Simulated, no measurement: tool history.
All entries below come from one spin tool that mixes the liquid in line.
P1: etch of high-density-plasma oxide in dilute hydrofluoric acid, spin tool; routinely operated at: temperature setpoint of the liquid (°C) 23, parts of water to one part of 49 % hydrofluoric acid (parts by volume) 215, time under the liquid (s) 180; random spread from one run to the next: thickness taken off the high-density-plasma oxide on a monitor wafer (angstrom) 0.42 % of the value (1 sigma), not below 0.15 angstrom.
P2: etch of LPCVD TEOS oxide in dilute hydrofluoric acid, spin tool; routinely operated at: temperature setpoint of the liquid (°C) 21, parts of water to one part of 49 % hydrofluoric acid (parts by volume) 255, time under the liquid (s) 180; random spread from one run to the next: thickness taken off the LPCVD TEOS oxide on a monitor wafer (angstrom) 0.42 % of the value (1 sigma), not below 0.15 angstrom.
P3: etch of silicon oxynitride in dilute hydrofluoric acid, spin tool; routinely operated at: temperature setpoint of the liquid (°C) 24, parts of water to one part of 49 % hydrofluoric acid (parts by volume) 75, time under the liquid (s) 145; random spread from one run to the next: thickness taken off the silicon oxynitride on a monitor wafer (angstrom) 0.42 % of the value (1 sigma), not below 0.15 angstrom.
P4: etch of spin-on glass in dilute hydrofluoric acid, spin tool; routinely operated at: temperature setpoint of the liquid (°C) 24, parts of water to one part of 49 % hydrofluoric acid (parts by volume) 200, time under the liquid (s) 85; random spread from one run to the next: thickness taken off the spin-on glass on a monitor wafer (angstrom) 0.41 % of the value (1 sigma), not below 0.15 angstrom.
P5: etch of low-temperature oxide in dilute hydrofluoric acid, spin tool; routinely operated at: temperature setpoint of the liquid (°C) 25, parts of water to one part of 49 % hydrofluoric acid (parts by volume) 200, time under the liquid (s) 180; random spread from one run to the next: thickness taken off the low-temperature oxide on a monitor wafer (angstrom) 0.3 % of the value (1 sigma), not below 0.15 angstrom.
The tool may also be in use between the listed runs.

run,day,process that ran,temperature setpoint of the liquid (°C),parts of water to one part of 49 % hydrofluoric acid (parts by volume),time under the liquid (s),hours since the thermometer was replaced,hours since the hydrofluoric acid flow meter was replaced,thickness taken off the high-density-plasma oxide on a monitor wafer (angstrom),thickness taken off the low-temperature oxide on a monitor wafer (angstrom),thickness taken off the silicon oxynitride on a monitor wafer (angstrom),thickness taken off the LPCVD TEOS oxide on a monitor wafer (angstrom),thickness taken off the spin-on glass on a monitor wafer (angstrom)
1,0.154,P1,23,215,180,495.7,206.4,54.851,,,,
2,0.354,P5,25,200,180,500.5,211.2,,103.14,,,
3,0.504,P1,23,215,180,504.1,214.8,54.595,,,,
4,0.679,P3,24,130,145,508.3,219,,,52.067,,
5,0.792,P3,24,75,145,511,221.7,,,94.423,,
6,0.946,P2,21,395,180,514.7,225.4,,,,141.92,
7,1.104,P2,28,255,180,518.5,229.2,,,,318.01,
8,1.208,P4,24,200,85,521,231.7,,,,,130.04
9,1.308,P5,25,200,40,523.4,234.1,,23.142,,,
10,1.496,P2,21,255,180,527.9,238.6,,,,246.08,
11,1.65,P3,24,75,25,531.6,242.3,,,16.339,,
12,1.838,P3,24,75,145,536.1,246.8,,,94.016,,
13,1.988,P5,32.5,200,180,539.7,250.4,,134.5,,,
14,2.175,P1,23,215,180,544.2,254.9,54.533,,,,
15,2.288,P1,29,215,180,546.9,257.6,68.067,,,,
16,2.383,P4,24,200,150,549.2,259.9,,,,,231.29
17,2.525,P1,23,385,180,552.6,263.3,25.542,,,,
18,2.688,P5,25,200,180,556.5,267.2,,103.7,,,
19,2.888,P4,18,200,85,561.3,272,,,,,102.69
20,3.058,P2,21,255,180,565.4,276.1,,,,247.61,
21,3.196,P4,24,200,85,568.7,279.4,,,,,130.32
22,3.304,P4,24,85,85,571.3,282,,,,,345.47
23,3.517,P5,25,315,180,576.4,287.1,,58.547,,,
24,3.662,P1,23,215,180,579.9,290.6,54.386,,,,
25,3.758,P1,23,215,325,582.2,292.9,97.934,,,,
26,3.871,P1,29.5,215,315,584.9,295.6,120.64,,,,
27,3.979,P1,23,215,180,587.5,298.2,54.619,,,,
28,4.146,P1,23,90,180,591.5,302.2,149.19,,,,
29,4.308,P2,21,255,285,595.4,306.1,,,,390.73,
30,4.475,P1,18.5,215,180,599.4,310.1,45.894,,,,
31,4.633,P1,23,215,75,603.2,313.9,22.832,,,,
32,4.808,P1,19.5,325,180,607.4,318.1,28.845,,,,
33,4.988,P3,17,75,145,611.7,322.4,,,66.738,,
34,5.088,P1,23,215,180,614.1,324.8,54.465,,,,
35,5.221,P1,23,215,180,617.3,328,52.311,,,,
36,5.396,P1,23,215,180,621.5,332.2,50.805,,,,
37,5.508,P1,23,215,180,624.2,334.9,50.728,,,,
38,5.708,P1,23,215,180,629,339.7,50.291,,,,
39,5.896,P1,23,215,180,633.5,344.2,49.947,,,,
40,6.071,P1,23,215,180,637.7,348.4,50.062,,,,

What P1 gives has crept off from where it sat before. The 2 causes that follow fit the log equally well, each at the size noted:
A: liquid colder than its thermometer reads (K) = 2.38
B: hydrofluoric acid flow below the setpoint (%) = 6.99
The onset of the drift is placed at about day 5.088.

Question marks stand in for the results of the 4 check runs listed below, each run on one wafer. Under which run would the listed causes show clearly different results?
check 1,6.246,P2,21,255,180,,,,,,?,
check 2,6.246,P5,25,200,180,,,,?,,,
check 3,6.246,P4,24,200,85,,,,,,,?
check 4,6.246,P3,24,75,145,,,,,?,,

How each check would come out, cause by cause:
check,result,if A,if B
check 1,thickness taken off the LPCVD TEOS oxide on a monitor wafer (angstrom),227.4,227.12
check 2,thickness taken off the low-temperature oxide on a monitor wafer (angstrom),94.729,94.663
check 3,thickness taken off the spin-on glass on a monitor wafer (angstrom),118.57,118.64
check 4,thickness taken off the silicon oxynitride on a monitor wafer (angstrom),84.057,87.32
Per-check spread between the two closest causes, in the result where they differ most: check 1 0.12 %; check 2 0.07 %; check 3 0.06 %; check 4 3.81 %
The other checks would show nearly matching results whichever cause is true, so check 4 is the only one that separates the causes.

Check 4 was carried out, with these results: thickness taken off the silicon oxynitride on a monitor wafer (angstrom) 84.01. Which of the listed causes is responsible?

A is the cause: liquid colder than its thermometer reads (K).
